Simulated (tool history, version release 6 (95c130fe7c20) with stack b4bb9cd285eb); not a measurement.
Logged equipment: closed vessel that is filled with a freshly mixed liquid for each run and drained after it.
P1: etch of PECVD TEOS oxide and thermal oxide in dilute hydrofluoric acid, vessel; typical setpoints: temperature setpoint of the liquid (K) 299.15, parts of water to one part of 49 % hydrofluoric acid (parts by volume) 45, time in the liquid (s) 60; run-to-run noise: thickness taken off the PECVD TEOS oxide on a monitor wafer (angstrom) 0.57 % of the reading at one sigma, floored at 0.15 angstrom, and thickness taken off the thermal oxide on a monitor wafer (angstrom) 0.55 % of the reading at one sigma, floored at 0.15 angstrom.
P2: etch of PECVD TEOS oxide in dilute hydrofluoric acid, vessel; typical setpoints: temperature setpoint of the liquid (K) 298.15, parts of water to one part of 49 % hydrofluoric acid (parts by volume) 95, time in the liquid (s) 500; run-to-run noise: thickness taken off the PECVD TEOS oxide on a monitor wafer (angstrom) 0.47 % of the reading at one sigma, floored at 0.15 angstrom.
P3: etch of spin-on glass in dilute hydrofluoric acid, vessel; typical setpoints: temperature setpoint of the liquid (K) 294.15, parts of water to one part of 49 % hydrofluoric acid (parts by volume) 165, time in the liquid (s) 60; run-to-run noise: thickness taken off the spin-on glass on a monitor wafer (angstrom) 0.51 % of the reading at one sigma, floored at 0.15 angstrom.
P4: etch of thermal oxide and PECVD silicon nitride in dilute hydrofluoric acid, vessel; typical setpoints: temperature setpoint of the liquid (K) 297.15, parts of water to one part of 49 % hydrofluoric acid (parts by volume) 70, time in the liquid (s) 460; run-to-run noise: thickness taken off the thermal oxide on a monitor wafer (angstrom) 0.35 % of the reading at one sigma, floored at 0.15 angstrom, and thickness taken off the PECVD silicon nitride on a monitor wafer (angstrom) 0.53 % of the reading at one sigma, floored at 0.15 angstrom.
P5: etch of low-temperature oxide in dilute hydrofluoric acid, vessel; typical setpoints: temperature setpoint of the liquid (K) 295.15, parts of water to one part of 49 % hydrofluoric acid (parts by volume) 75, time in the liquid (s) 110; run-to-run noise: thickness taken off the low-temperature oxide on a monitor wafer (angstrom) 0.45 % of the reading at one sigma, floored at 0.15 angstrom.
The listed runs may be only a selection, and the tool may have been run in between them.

run   hour  process that ran  temperature setpoint of the liquid (K)  parts of water to one part of 49 % hydrofluoric acid (parts by volume)  time in the liquid (s)  thickness taken off the PECVD TEOS oxide on a monitor wafer (angstrom)  thickness taken off the thermal oxide on a monitor wafer (angstrom)  thickness taken off the spin-on glass on a monitor wafer (angstrom)  thickness taken off the PECVD silicon nitride on a monitor wafer (angstrom)  thickness taken off the low-temperature oxide on a monitor wafer (angstrom)
  1   11.8                P1                                  299.15                                                                      45                      60                                                                  182.16                                                               70.454
  2   26.2                P3                                  294.15                                                                      50                      60                                                                                                                                                                                                            542.83
  3   34.9                P4                                  297.15                                                                      70                     460                                                                                                                                       322.33                                                                                                                                             198.8
  4   53.2                P4                                  297.15                                                                     105                     460                                                                                                                                       206.02                                                                                                                                            134.09
  5   72.3                P5                                  291.15                                                                      75                     110                                                                                                                                                                                                                                                                                                                                                                      126.91
  6   88.3                P5                                  295.15                                                                      75                     110                                                                                                                                                                                                                                                                                                                                                                      151.46
  7   99.2                P1                                  299.15                                                                      45                      60                                                                  184.93                                                               71.416
  8  111.4                P3                                  290.15                                                                     165                      60                                                                                                                                                                                                            123.23
  9  126.7                P1                                  299.15                                                                      45                      60                                                                  183.08                                                               71.103
 10  142.9                P4                                  297.15                                                                      70                     460                                                                                                                                       322.58                                                                                                                                            197.87
 11  152.6                P1                                  299.15                                                                      45                     110                                                                  335.97                                                               129.62
 12  165.4                P1                                  291.15                                                                      45                      60                                                                   129.1                                                               51.321
 13  179.6                P3                                  294.15                                                                     165                      60                                                                                                                                                                                                            143.69
 14  190.6                P2                                  298.15                                                                      95                     145                                                                  147.05
 15  202.7                P1                                  299.15                                                                      60                      60                                                                  134.53                                                               52.763
 16  212.4                P3                                  294.15                                                                     165                      60                                                                                                                                                                                                            144.59
 17  230.1                P5                                  295.15                                                                      20                     110                                                                                                                                                                                                                                                                                                                                                                       601.2
 18  248.1                P4                                  304.15                                                                      70                     460                                                                                                                                       423.55                                                                                                                                             314.5
 19  261.6                P1                                  299.15                                                                      45                      30                                                                  91.942                                                               35.855
 20  277.6                P1                                  299.15                                                                      45                      60                                                                  184.66                                                               71.014
     277.9  -- hydrofluoric acid flow meter replaced
 21    290                P2                                  298.15                                                                      95                     500                                                                  505.19
 22  307.6                P1                                  299.15                                                                      20                      60                                                                  424.07                                                               167.13
 23  325.4                P1                                  294.65                                                                      45                      30                                                                  76.826                                                               29.291
 24    339                P5                                  295.15                                                                      75                     210                                                                                                                                                                                                                                                                                                                                                                         284
 25  356.9                P3                                  294.15                                                                     165                      90                                                                                                                                                                                                            216.11
 26  365.9                P2                                  302.15                                                                      95                     500                                                                  590.14
 27  375.2                P4                                  297.15                                                                      70                     765                                                                                                                                       540.82                                                                                                                                            328.79
 28  388.2                P2                                  298.15                                                                     140                     500                                                                  324.44
 29    404                P1                                  307.15                                                                      45                      60                                                                  250.14                                                               97.173
 30  419.8                P1                                  299.15                                                                      45                      60                                                                  183.91                                                               70.903
 31  438.4                P1                                  299.15                                                                      45                      60                                                                  177.27                                                                 69.3
 32  454.7                P1                                  299.15                                                                      45                      60                                                                  174.66                                                               68.449
 33  464.2                P1                                  299.15                                                                      45                      60                                                                  173.22                                                                67.53
 34  474.5                P1                                  299.15                                                                      45                      60                                                                   172.1                                                               66.958
 35  485.6                P1                                  299.15                                                                      45                      60                                                                  173.17                                                               65.888
 36  501.1                P1                                  299.15                                                                      45                      60                                                                  173.27                                                               66.355
 37  512.8                P1                                  299.15                                                                      45                      60                                                                  169.83                                                               66.219
 38  526.9                P1                                  299.15                                                                      45                      60                                                                  170.05                                                               65.862
 39  541.1                P1                                  299.15                                                                      45                      60                                                                  170.69                                                               66.477
 40  556.3                P1                                  299.15                                                                      45                      60                                                                  169.74                                                               66.175

Something has made what P1 gives creep away from where it was; the 2 causes below, each at its own stated size, fit the log equally well:
A: liquid colder than its thermometer reads (K) = 1.84
B: hydrofluoric acid flow below the setpoint (%) = 6.82
The process output started creeping at around hour 419.8.

Listed below are the offered check runs, one wafer per run, with question marks in place of results. For which of them would the causes give clearly different outcomes?
check 1  571.5                P4                                  297.15                                                                      70                     460                                                                                                                                            ?                                                                                                                                                 ?
check 2  571.5                P5                                  295.15                                                                      75                     110                                                                                                                                                                                                                                                                                                                                                                           ?
check 3  571.5                P2                                  298.15                                                                      95                     500                                                                       ?
check 4  571.5                P3                                  294.15                                                                     165                      60                                                                                                                                                                                                                 ?

If the cause were each of the candidates in turn, the checks would give the following:
  check                                                                       result    if A    if B
check 1          thickness taken off the thermal oxide on a monitor wafer (angstrom)  300.62  300.01
check 1  thickness taken off the PECVD silicon nitride on a monitor wafer (angstrom)  175.71  185.52
check 2  thickness taken off the low-temperature oxide on a monitor wafer (angstrom)  138.61  138.45
check 3       thickness taken off the PECVD TEOS oxide on a monitor wafer (angstrom)  468.21  465.29
check 4          thickness taken off the spin-on glass on a monitor wafer (angstrom)  133.71  132.28
Separation of the two closest causes in each check, using whichever result separates them best: check 1 5.43 %; check 2 0.12 %; check 3 0.63 %; check 4 1.07 %
Of the check runs offered, only check 1 discriminates between the causes; the rest would read about the same regardless of which cause applies.

Running check 1 produced the following: thickness taken off the thermal oxide on a monitor wafer (angstrom) 301.57; thickness taken off the PECVD silicon nitride on a monitor wafer (angstrom) 184.56. Which one of the listed causes fits?

It was cause B: hydrofluoric acid flow below the setpoint (%).
